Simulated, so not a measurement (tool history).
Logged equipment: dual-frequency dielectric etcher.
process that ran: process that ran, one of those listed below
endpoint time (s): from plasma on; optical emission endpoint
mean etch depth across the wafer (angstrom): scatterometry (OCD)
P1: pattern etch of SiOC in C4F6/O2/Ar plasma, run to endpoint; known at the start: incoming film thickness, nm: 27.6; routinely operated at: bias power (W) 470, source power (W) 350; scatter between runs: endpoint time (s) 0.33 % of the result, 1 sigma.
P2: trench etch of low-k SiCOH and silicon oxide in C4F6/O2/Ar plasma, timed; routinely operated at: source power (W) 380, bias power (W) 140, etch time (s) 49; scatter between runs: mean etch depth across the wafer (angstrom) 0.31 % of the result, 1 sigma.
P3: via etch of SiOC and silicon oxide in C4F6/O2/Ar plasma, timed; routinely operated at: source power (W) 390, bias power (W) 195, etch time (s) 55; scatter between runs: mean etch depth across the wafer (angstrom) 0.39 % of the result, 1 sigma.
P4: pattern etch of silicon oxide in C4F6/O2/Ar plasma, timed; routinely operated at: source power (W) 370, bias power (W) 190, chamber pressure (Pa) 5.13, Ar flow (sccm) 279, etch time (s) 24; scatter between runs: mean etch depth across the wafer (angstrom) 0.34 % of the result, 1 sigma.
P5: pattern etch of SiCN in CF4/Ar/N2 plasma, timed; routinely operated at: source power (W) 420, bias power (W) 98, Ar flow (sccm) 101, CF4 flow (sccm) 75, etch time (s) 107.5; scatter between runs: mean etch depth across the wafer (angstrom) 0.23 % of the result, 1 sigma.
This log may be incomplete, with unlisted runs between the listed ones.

run,hour,process that ran,bias power (W),source power (W),etch time (s),Ar flow (sccm),CF4 flow (sccm),chamber pressure (Pa),hours since the last wet clean,hours since the last bias power generator calibration,hours since the last source power generator calibration,endpoint time (s),mean etch depth across the wafer (angstrom)
1,7,P1,470,350,,,,,196.2,819.3,1647,10.459,
2,18,P2,140,250,49,,,,207.2,830.3,1658,,1218.7
3,28.4,P1,382,350,,,,,217.6,840.7,1668.4,11.229,
4,40.8,P5,98,540,107.5,101,75,,230,853.1,1680.8,,1248.2
# hour 45.2: bias power generator calibrated
5,54.7,P1,470,350,,,,,243.9,9.6,1694.7,10.439,
6,63.9,P3,195,510,55,,,,253.1,18.8,1703.9,,700.85
7,74.6,P4,190,370,32.5,279,,5.13,263.8,29.5,1714.6,,1014.9
8,88.2,P3,195,390,55,,,,277.4,43.1,1728.2,,628.21
9,94.8,P1,623,230,,,,,284,49.7,1734.8,10.907,
10,107.5,P1,470,260,,,,,296.7,62.4,1747.5,11.67,
11,119.6,P1,470,350,,,,,308.8,74.5,1759.6,10.402,
12,131,P5,98,420,159,101,75,,320.2,85.9,1771,,1485.3
13,141.3,P5,98,420,107.5,101,58,,330.5,96.2,1781.3,,967.44
14,149.8,P1,470,350,,,,,339,104.7,1789.8,10.434,
15,157.3,P2,140,380,49,,,,346.5,112.2,1797.3,,1428.5
16,169.2,P3,155,390,55,,,,358.4,124.1,1809.2,,583.32
# hour 172.4: source power generator calibrated
17,181.5,P1,470,440,,,,,370.7,136.4,9.1,9.6296,
18,195.2,P4,190,370,24,279,,6.87,384.4,150.1,22.8,,723.32
19,205.7,P1,656,350,,,,,394.9,160.6,33.3,9.1674,
20,212.4,P4,124,370,24,279,,5.13,401.6,167.3,40,,660.53
21,220.3,P1,470,350,,,,,409.5,175.2,47.9,10.406,
22,233.9,P2,140,380,49,,,,423.1,188.8,61.5,,1431.8
23,246.9,P3,195,390,55,,,,436.1,201.8,74.5,,627.27
24,257,P1,470,350,,,,,446.2,211.9,84.6,10.422,
25,270.5,P5,59,420,107.5,101,75,,459.7,225.4,98.1,,844.6
26,281.7,P4,190,370,24,221,,5.13,470.9,236.6,109.3,,775.5
27,293.5,P2,178,380,49,,,,482.7,248.4,121.1,,1539.9
28,305.7,P5,98,420,107.5,141,75,,494.9,260.6,133.3,,955.22
29,316,P2,140,380,35,,,,505.2,270.9,143.6,,1023.2
# hour 322.7: wet clean of the chamber
30,330.1,P4,190,480,24,279,,5.13,7.4,285,157.7,,833.49
31,340.4,P5,98,420,107.5,101,75,,17.7,295.3,168,,1003.5
32,348.2,P4,190,370,24,279,,5.13,25.5,303.1,175.8,,752.89
33,360.2,P3,195,390,67.5,,,,37.5,315.1,187.8,,770.09
34,366.6,P4,190,370,24,279,,5.13,43.9,321.5,194.2,,748.01
35,373.8,P1,595,250,,,,,51.1,328.7,201.4,10.766,
36,385.2,P1,609,410,,,,,62.5,340.1,212.8,8.929,
37,393.6,P1,470,350,,,,,70.9,348.5,221.2,10.414,
38,401.2,P1,470,350,,,,,78.5,356.1,228.8,10.462,
39,413.2,P1,470,350,,,,,90.5,368.1,240.8,10.458,
40,419.6,P1,470,350,,,,,96.9,374.5,247.2,10.524,
41,426.9,P1,470,350,,,,,104.2,381.8,254.5,10.595,
# hour 434.5: wet clean of the chamber
42,436.2,P1,470,350,,,,,1.8,391.1,263.8,10.592,
43,445.2,P1,470,350,,,,,10.8,400.1,272.8,10.617,
44,458.9,P1,470,350,,,,,24.5,413.8,286.5,10.608,

Forecast run 45:
45,466.4,P1,470,350,,,,,32,421.3,294,?,

{"run 45": {"endpoint time (s)": 10.644}}
